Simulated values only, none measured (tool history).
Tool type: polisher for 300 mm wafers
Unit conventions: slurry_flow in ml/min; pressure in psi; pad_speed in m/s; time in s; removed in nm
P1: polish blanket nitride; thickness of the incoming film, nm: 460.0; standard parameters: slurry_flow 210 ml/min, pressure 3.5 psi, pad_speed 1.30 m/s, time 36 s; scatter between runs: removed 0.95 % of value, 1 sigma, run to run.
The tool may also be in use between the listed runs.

run,hour,slurry_flow,pressure,pad_speed,time,wafers polished on this pad,hours since the slurry nozzle was cleaned,hours since the head pressure was calibrated,removed
1,9.7,210,3.5,1.30,36,807,420.3,528.6,87.332
2,18.7,210,3.5,1.30,36,883,429.3,537.6,87.802
3,24.8,210,3.5,1.30,36,934,435.4,543.7,88.585
4,31.9,210,3.5,1.30,53,994,442.5,550.8,128.630
5,37.7,125,3.5,1.30,36,1043,448.3,556.6,79.601
6,46.7,290,3.5,1.30,46,1119,457.3,565.6,117.460
7,53.3,210,3.5,1.30,26,1175,463.9,572.2,62.540
8,59.0,210,3.5,1.30,36,1223,469.6,577.9,86.981
9,67.7,210,3.5,1.30,36,1296,478.3,586.6,86.997
10,77.4,210,3.5,1.30,36,1378,488.0,596.3,87.889
11,84.7,210,1.8,1.30,36,1440,495.3,603.6,45.416
12,89.7,210,5.5,1.30,36,1482,500.3,608.6,138.210
13,98.8,325,3.5,1.30,52,1559,509.4,617.7,132.980
14,104.6,290,3.5,1.30,36,1608,515.2,623.5,90.425
15,111.7,210,3.5,0.60,36,1667,522.3,630.6,46.746
16,117.1,210,3.5,1.30,36,1713,527.7,636.0,87.841
17,124.7,210,3.5,1.76,36,1777,535.3,643.6,111.270
18,133.7,210,3.5,1.30,36,1853,544.3,652.6,88.505
19,144.0,210,3.5,1.30,36,1940,554.6,662.9,86.933
20,155.2,210,3.5,1.30,36,2034,565.8,674.1,84.296
# hour 161.2: worn pad replaced by a new one
21,161.7,210,3.5,1.30,36,4,572.3,680.6,84.982
22,171.3,210,3.5,1.30,36,85,581.9,690.2,84.582
23,181.6,210,3.5,1.30,36,172,592.2,700.5,83.395
24,189.1,210,3.5,1.30,36,235,599.7,708.0,83.208

P1 no longer gives what it gave before; its output has crept away from where it was. The following 2 causes, each at its listed size, fit the log equally well:
A: head's pressure below its setpoint, % = 5.1
B: slurry flow missing at the pad, % = 29.6
The onset of the drift is placed at about hour 133.7.
What rules out each remaining cause:
removal rate lost through wear of the pad, %: serviced at hour 161.2, after the change had begun; the process did not return to its earlier output

Which of the check runs below tells the causes apart, meaning the causes would give it clearly different results? Each run uses 5 wafers whose results are averaged, and each result is shown as a question mark.
check 1,196.6,210,3.5,0.64,36,,,,?
check 2,196.6,125,3.5,1.30,36,,,,?
check 3,196.6,210,3.5,0.74,36,,,,?
check 4,196.6,210,5.3,1.30,36,,,,?

Expected result of each check under each candidate cause:
check,result,if A,if B
check 1,removed,47.366,47.362
check 2,removed,76.758,74.363
check 3,removed,53.199,53.195
check 4,removed,126.440,126.430
Distance between the nearest two causes, measured in the result of the check that separates them most: check 1 0.01 %; check 2 3.17 %; check 3 0.01 %; check 4 0.01 %
Check 2 is the one run that separates the causes; every other check would come out nearly the same whichever cause is at work.

Check 2 was carried out, with these results: removed 74.376 nm. Which of the listed causes is responsible?

The cause is B: slurry flow missing at the pad, %.
